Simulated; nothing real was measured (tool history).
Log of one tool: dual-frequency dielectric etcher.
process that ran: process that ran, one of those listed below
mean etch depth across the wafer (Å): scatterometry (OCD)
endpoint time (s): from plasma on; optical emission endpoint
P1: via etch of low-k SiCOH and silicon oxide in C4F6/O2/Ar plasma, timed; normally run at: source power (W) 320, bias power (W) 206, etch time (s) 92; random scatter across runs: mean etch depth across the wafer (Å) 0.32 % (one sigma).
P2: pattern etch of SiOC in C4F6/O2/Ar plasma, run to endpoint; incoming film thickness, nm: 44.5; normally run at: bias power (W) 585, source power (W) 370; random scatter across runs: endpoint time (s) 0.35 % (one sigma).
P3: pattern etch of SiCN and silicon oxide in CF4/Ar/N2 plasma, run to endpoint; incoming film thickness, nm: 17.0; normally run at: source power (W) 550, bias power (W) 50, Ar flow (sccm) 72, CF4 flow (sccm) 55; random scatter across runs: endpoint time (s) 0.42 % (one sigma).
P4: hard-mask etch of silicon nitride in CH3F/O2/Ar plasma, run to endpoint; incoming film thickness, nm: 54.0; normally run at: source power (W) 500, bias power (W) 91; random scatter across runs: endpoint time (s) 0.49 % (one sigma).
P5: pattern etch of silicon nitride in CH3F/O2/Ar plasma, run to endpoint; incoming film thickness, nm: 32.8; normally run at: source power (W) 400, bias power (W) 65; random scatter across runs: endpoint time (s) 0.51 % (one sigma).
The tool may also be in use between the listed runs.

run	day	process that ran	source power (W)	bias power (W)	etch time (s)	Ar flow (sccm)	CF4 flow (sccm)	mean etch depth across the wafer (Å)	endpoint time (s)
1	0.108	P1	320	206	92			2448.5	
2	0.288	P3	550	50		72	55		19.125
3	0.450	P1	320	247	92			2593.8	
4	0.542	P2	280	585					16.364
5	0.704	P1	320	206	92			2455.0	
6	0.875	P1	250	206	92			2215.4	
7	1.004	P1	320	206	92			2433.1	
8	1.196	P5	400	65					48.339
# day 1.283: wet clean of the chamber
9	1.292	P1	320	206	92			2455.5	
10	1.479	P3	550	50		72	55		19.159
11	1.583	P1	320	206	127			3384.4	
12	1.779	P5	400	84					43.907
13	1.892	P2	370	585					14.920
14	2.017	P3	550	39		72	55		20.566
15	2.212	P1	320	239	134			3740.6	
16	2.396	P1	380	206	92			2615.4	
17	2.554	P3	690	50		72	55		15.702
18	2.667	P3	550	50		72	40		20.186
19	2.829	P4	500	91					64.742
# day 2.942: bias power generator calibrated
20	2.971	P1	320	134	92			2136.5	
21	3.129	P5	490	65					44.767
22	3.292	P1	320	206	92			2429.7	
23	3.400	P4	640	91					59.184
24	3.562	P2	370	443					16.475
25	3.679	P4	500	58					75.203
26	3.817	P1	320	247	66			1861.8	
27	3.975	P1	320	206	92			2444.8	
28	4.067	P3	550	50		101	55		20.424
29	4.238	P1	320	206	92			2436.7	
30	4.338	P1	320	206	65			1721.6	
31	4.479	P1	320	206	92			2429.3	
32	4.567	P1	320	206	92			2439.4	
33	4.700	P1	320	206	92			2408.4	
34	4.879	P1	320	206	92			2419.9	
35	4.992	P1	320	206	92			2406.7	
# day 5.004: wet clean of the chamber
36	5.175	P1	320	206	92			2415.7	
37	5.333	P1	320	206	92			2410.0	
38	5.462	P1	320	206	92			2401.6	

Compared with where it was, what P1 gives has crept away. Each cause listed below fits the log as well as the rest, at the size given for it:
A: bias power that arrives under what is set, % = 4.68
B: source power that arrives under what is set, % = 4.02
At approximately day 4.479, the process output began to creep.
Other possible causes, and why each is ruled out:
chamber walls in a state that lowers the etch rate, %: was serviced at day 5.004, once the creep was under way, yet the earlier output never came back

Which of the 4 check runs listed below, each an average over 2 wafers with its results shown as question marks, gives clearly different results under the different listed causes?
check 1	5.592	P3	550	50		72	55		?
check 2	5.592	P2	370	585					?
check 3	5.592	P5	400	65					?
check 4	5.592	P4	500	91					?

What every check run would give for each of its results, assuming each possible cause in turn:
check	result	if A	if B
check 1	endpoint time (s)	19.434	19.876
check 2	endpoint time (s)	15.154	15.104
check 3	endpoint time (s)	49.039	49.025
check 4	endpoint time (s)	65.940	65.841
Per check, the gap between the least separated pair of causes, taken in the result that splits them most: check 1 2.25 %; check 2 0.33 %; check 3 0.03 %; check 4 0.15 %
Check 1 distinguishes between the causes, while the remaining checks would return nearly the same result for all of them.

The results of check 1 are: endpoint time (s) 19.356. Based on these, which of the listed causes is it?

The cause is A: bias power that arrives under what is set, %.

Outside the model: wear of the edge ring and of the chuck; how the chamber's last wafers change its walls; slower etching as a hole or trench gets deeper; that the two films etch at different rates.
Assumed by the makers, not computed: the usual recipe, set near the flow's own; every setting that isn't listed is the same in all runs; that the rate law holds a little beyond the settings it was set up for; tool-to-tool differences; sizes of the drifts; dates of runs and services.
